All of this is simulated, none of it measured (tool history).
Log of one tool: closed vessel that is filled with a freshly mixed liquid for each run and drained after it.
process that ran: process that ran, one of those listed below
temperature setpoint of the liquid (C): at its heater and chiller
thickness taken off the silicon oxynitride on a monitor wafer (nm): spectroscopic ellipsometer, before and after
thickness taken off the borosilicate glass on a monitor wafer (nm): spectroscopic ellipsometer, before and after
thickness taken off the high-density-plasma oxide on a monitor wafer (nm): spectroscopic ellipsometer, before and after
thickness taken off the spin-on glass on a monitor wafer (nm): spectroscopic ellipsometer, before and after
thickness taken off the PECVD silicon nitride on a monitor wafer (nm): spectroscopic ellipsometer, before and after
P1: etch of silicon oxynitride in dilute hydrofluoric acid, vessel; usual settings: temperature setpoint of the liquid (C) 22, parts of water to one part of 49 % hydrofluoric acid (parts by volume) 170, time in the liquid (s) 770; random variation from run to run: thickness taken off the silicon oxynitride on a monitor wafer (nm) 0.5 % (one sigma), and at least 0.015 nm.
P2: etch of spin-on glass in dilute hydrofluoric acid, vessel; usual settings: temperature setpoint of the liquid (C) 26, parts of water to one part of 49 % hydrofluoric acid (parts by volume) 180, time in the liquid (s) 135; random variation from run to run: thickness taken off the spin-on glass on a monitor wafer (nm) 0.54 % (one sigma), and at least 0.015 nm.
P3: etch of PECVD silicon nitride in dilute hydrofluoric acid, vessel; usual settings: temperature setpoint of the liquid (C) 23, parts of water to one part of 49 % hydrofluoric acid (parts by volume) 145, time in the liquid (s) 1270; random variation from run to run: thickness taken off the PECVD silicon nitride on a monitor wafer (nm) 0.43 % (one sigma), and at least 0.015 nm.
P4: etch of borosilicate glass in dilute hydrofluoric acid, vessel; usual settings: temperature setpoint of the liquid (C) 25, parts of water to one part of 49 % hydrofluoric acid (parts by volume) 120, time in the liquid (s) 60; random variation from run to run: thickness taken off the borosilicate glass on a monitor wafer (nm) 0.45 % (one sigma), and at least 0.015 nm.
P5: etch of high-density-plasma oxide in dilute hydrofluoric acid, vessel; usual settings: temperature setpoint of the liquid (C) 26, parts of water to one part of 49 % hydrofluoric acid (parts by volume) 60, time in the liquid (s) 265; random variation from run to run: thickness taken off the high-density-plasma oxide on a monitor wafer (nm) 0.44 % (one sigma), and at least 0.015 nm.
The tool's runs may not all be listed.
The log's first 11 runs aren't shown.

run	hour	process that ran	temperature setpoint of the liquid (C)	parts of water to one part of 49 % hydrofluoric acid (parts by volume)	time in the liquid (s)	hours since the thermometer was replaced	hours since the hydrofluoric acid flow meter was replaced	thickness taken off the silicon oxynitride on a monitor wafer (nm)	thickness taken off the borosilicate glass on a monitor wafer (nm)	thickness taken off the high-density-plasma oxide on a monitor wafer (nm)	thickness taken off the spin-on glass on a monitor wafer (nm)	thickness taken off the PECVD silicon nitride on a monitor wafer (nm)
12	124	P3	23	145	2135	1387.2	1364.1					39.517
13	133.6	P1	22	170	1220	1396.8	1373.7	25.559				
14	144.2	P5	26	60	265	1407.4	1384.3			56.166		
15	153.5	P1	22	170	220	1416.7	1393.6	4.5721				
16	165.8	P5	26	60	30	1429	1405.9			6.2545		
17	179.9	P5	20.5	60	265	1443.1	1420			45.018		
18	189.5	P1	22	170	770	1452.7	1429.6	16.206				
19	201.8	P1	27.5	170	770	1465	1441.9	20.39				
20	215.5	P3	23	145	1270	1478.7	1455.6					23.544
21	229.5	P1	22	105	770	1492.7	1469.6	27.013				
22	239.2	P5	26	60	265	1502.4	1479.3			56.248		
23	250.1	P4	25	120	60	1513.3	1490.2		11.774			
24	264.4	P3	19	145	1270	1527.6	1504.5					17.943

Run 25 comes next. What will it give?
25	271.8	P4	25	120	60	1535	1511.9		?			

Run 25 gave thickness taken off the borosilicate glass on a monitor wafer (nm) 11.767.
